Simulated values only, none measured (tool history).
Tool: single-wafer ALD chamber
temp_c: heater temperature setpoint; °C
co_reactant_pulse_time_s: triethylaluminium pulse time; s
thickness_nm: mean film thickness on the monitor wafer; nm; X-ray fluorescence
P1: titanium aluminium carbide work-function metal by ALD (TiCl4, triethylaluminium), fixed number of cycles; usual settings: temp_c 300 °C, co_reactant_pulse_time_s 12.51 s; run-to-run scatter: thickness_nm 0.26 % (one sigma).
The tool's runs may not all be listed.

run 1 hour=8.1 | temp_c=300 co_reactant_pulse_time_s=12.51 | thickness_nm=2.0609
run 2 hour=15.5 | temp_c=300 co_reactant_pulse_time_s=12.51 | thickness_nm=2.0724
run 3 hour=22.9 | temp_c=275 co_reactant_pulse_time_s=12.51 | thickness_nm=1.8494
run 4 hour=30.6 | temp_c=300 co_reactant_pulse_time_s=12.51 | thickness_nm=2.0647
run 5 hour=39.1 | temp_c=300 co_reactant_pulse_time_s=12.51 | thickness_nm=2.0671
run 6 hour=45.1 | temp_c=300 co_reactant_pulse_time_s=6.57 | thickness_nm=1.8816
run 7 hour=51.4 | temp_c=300 co_reactant_pulse_time_s=16.62 | thickness_nm=2.0819
run 8 hour=56.2 | temp_c=316 co_reactant_pulse_time_s=5.06 | thickness_nm=1.8450
run 9 hour=60.3 | temp_c=322 co_reactant_pulse_time_s=12.51 | thickness_nm=2.2722
run 10 hour=65.6 | temp_c=300 co_reactant_pulse_time_s=12.51 | thickness_nm=2.0692
run 11 hour=72.4 | temp_c=323 co_reactant_pulse_time_s=19.24 | thickness_nm=2.2989
run 12 hour=78.9 | temp_c=317 co_reactant_pulse_time_s=7.70 | thickness_nm=2.0895
run 13 hour=82.8 | temp_c=300 co_reactant_pulse_time_s=12.51 | thickness_nm=2.0642
run 14 hour=87.8 | temp_c=300 co_reactant_pulse_time_s=12.51 | thickness_nm=2.0600
run 15 hour=91.8 | temp_c=300 co_reactant_pulse_time_s=12.51 | thickness_nm=2.0519

Forecast run 16:
run 16 hour=100.0 | temp_c=300 co_reactant_pulse_time_s=12.51 | thickness_nm=?

{"run 16": {"thickness_nm": 2.0422}}
